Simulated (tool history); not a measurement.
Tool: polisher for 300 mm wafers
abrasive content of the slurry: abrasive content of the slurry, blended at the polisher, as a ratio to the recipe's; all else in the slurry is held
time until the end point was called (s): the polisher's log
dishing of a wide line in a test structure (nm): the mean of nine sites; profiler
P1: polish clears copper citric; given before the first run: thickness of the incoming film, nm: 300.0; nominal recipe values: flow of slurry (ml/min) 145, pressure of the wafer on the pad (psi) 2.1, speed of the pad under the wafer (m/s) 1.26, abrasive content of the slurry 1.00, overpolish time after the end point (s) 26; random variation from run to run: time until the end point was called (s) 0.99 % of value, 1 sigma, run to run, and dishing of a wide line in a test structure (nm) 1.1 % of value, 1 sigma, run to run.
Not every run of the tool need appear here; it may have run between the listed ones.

run	hour	flow of slurry (ml/min)	pressure of the wafer on the pad (psi)	speed of the pad under the wafer (m/s)	abrasive content of the slurry	overpolish time after the end point (s)	time until the end point was called (s)	dishing of a wide line in a test structure (nm)
1	13.5	145	2.1	1.26	1.00	26	131.710	37.898
2	22.8	145	2.1	0.82	1.00	26	195.240	27.502
3	35.1	85	2.1	1.26	1.00	26	145.180	34.775
4	43.4	145	2.1	1.26	0.55	26	147.730	35.194
5	55.9	145	2.1	1.78	1.00	26	90.907	47.971
6	72.2	145	1.0	1.26	1.00	26	261.990	20.853
7	85.1	195	2.1	1.26	1.00	26	124.490	40.236
8	93.3	145	2.1	1.26	1.00	26	129.790	38.292
9	101.0	145	2.1	1.26	1.00	50	127.920	59.039
10	112.8	145	2.1	1.26	1.00	26	130.200	38.573
# hour 121.8: slurry blender recalibrated
11	128.6	145	2.1	1.26	1.00	10	131.710	17.142
12	141.9	95	2.1	1.26	1.45	26	130.890	38.685
13	150.4	145	2.1	1.26	1.00	26	128.380	38.081
# hour 163.8: worn pad replaced by a new one
14	164.5	145	3.0	1.26	1.00	26	92.451	52.481
15	176.2	110	2.1	0.74	1.00	26	232.420	24.594
16	187.8	145	2.1	1.26	1.45	26	119.150	41.340
17	202.7	145	2.1	1.26	1.00	26	129.230	38.573
18	216.8	145	2.1	1.26	1.00	26	132.820	37.612
19	227.6	145	2.1	1.26	1.00	26	134.910	38.082
20	239.5	145	2.1	1.26	1.00	26	136.830	36.937
21	256.1	145	2.1	1.26	1.00	26	140.550	36.618
# hour 256.9: head pressure recalibrated
# hour 267.6: worn pad replaced by a new one
22	269.8	145	2.1	1.26	1.00	26	142.270	36.124
23	278.1	145	2.1	1.26	1.00	26	141.180	36.149
24	295.5	145	2.1	1.26	1.00	26	141.330	36.401

What does the tool deliver on the next run?
25	306.6	145	2.1	1.26	1.00	26	?	?

Run 25 produced time until the end point was called (s) 142.200, dishing of a wide line in a test structure (nm) 36.395.
